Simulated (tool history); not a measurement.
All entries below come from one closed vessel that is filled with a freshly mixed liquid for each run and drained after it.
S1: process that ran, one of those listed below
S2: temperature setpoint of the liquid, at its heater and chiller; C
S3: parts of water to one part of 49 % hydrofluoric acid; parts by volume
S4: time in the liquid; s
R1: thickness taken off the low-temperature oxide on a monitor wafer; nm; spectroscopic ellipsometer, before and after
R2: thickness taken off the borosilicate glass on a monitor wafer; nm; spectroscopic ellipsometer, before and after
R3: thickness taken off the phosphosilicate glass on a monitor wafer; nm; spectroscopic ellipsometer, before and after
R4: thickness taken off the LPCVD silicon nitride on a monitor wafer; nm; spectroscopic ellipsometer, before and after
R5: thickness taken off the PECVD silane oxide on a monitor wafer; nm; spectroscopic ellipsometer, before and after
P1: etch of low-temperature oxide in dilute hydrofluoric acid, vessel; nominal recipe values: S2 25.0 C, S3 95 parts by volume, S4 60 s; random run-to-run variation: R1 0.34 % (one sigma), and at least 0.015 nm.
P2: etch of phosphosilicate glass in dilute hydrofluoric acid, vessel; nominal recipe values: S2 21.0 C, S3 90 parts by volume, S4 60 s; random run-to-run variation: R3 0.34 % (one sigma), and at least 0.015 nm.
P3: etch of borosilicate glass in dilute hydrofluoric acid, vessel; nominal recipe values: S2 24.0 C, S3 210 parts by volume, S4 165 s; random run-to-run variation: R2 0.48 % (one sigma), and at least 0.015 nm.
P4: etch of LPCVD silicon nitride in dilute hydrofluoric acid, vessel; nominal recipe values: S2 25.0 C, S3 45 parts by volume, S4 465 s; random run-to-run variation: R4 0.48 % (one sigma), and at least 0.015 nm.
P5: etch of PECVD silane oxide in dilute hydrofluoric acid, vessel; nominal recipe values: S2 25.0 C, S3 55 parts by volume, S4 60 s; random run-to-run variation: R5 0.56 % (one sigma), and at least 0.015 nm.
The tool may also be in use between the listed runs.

run   hour  S1    S2   S3   S4      R1      R2      R3      R4       R5
  1   11.1  P1  25.0   95   60  24.149
  2   18.3  P3  24.0  210  250          26.741
  3   26.0  P1  25.0   95   60  24.037
  4   31.9  P1  25.0   95   60  24.221
  5   37.6  P1  25.0   95   35  14.041
  6   44.2  P1  25.0   95  105  42.348
  7   52.5  P2  21.0   20   60                  580.04
  8   63.3  P2  28.5   90   60                  158.90
  9   72.5  P3  24.0  100  165          41.926
 10   82.5  P4  25.0   45  715                          8.0147
 11   89.5  P5  25.0   55   60                                   45.015
 12   99.5  P3  19.5  210  165          14.720
 13  104.9  P1  25.0   60   60  39.883
 14  113.6  P1  25.0   95   60  24.093
 15  119.6  P1  25.0   95   60  24.120
 16  125.4  P1  17.5   95   60  17.741
 17  135.1  P5  29.0   55   60                                   52.488
 18  144.5  P4  25.0   45  465                          5.2017
 19  149.4  P3  24.0  210  165          17.504
 20  158.0  P1  25.0   95   60  24.161
     167.1  -- thermometer replaced
 21  168.6  P5  25.0   20   60                                  129.380
 22  174.4  P4  30.0   45  465                          7.2658
 23  181.7  P2  21.0   90   60                  118.15
 24  188.1  P4  25.0   25  465                          9.2062
 25  194.6  P1  31.0   95   60  30.244
 26  202.5  P2  21.0   90   95                  185.95
 27  211.1  P1  17.5   95   95  27.974
 28  219.1  P5  25.0   55  100                                   75.112
 29  224.8  P1  25.0  175   60  11.893
 30  231.9  P4  25.0   45  465                          5.1923
 31  242.5  P1  25.0   95   60  24.064
 32  250.3  P1  25.0   95   60  23.712
 33  257.5  P1  25.0   95   60  23.410
 34  267.7  P1  25.0   95   60  23.118
 35  277.4  P1  25.0   95   60  22.852
 36  287.8  P1  25.0   95   60  22.795
 37  295.1  P1  25.0   95   60  22.706
 38  304.0  P1  25.0   95   60  22.597
 39  313.6  P1  25.0   95   60  22.508
 40  322.1  P1  25.0   95   60  22.544
 41  332.1  P1  25.0   95   60  22.450
 42  342.9  P1  25.0   95   60  22.414

What P1 gives has crept away from where it was. These 2 causes fit the log equally well, each at the size given:
A: hydrofluoric acid flow below the setpoint (%) = 5.76
B: liquid colder than its thermometer reads (K) = 1.68
The drift started at roughly hour 242.5.

Of the 4 check runs listed below, each run on one wafer and each result written as a question mark, which would let you distinguish the listed causes because they would give clearly different results?
check 1  353.7  P2  21.0   90   60           ?
check 2  353.7  P5  25.0   55   60                   ?
check 3  353.7  P4  25.0   45  465               ?
check 4  353.7  P3  24.0  210  165       ?

Outcome of each check run for each possible cause:
  check  result    if A    if B
check 1      R3  110.34  109.94
check 2      R5  42.132  41.923
check 3      R4  4.9042  4.6400
check 4      R2  16.237  16.410
Per-check spread between the two closest causes, in the result where they differ most: check 1 0.37 %; check 2 0.5 %; check 3 5.54 %; check 4 1.06 %
Of the check runs offered, only check 3 discriminates between the causes; the rest would read about the same regardless of which cause applies.

Running check 3 produced the following: R4 4.6664 nm. Which one of the listed causes fits?

Of the candidate causes, it is B: liquid colder than its thermometer reads (K).
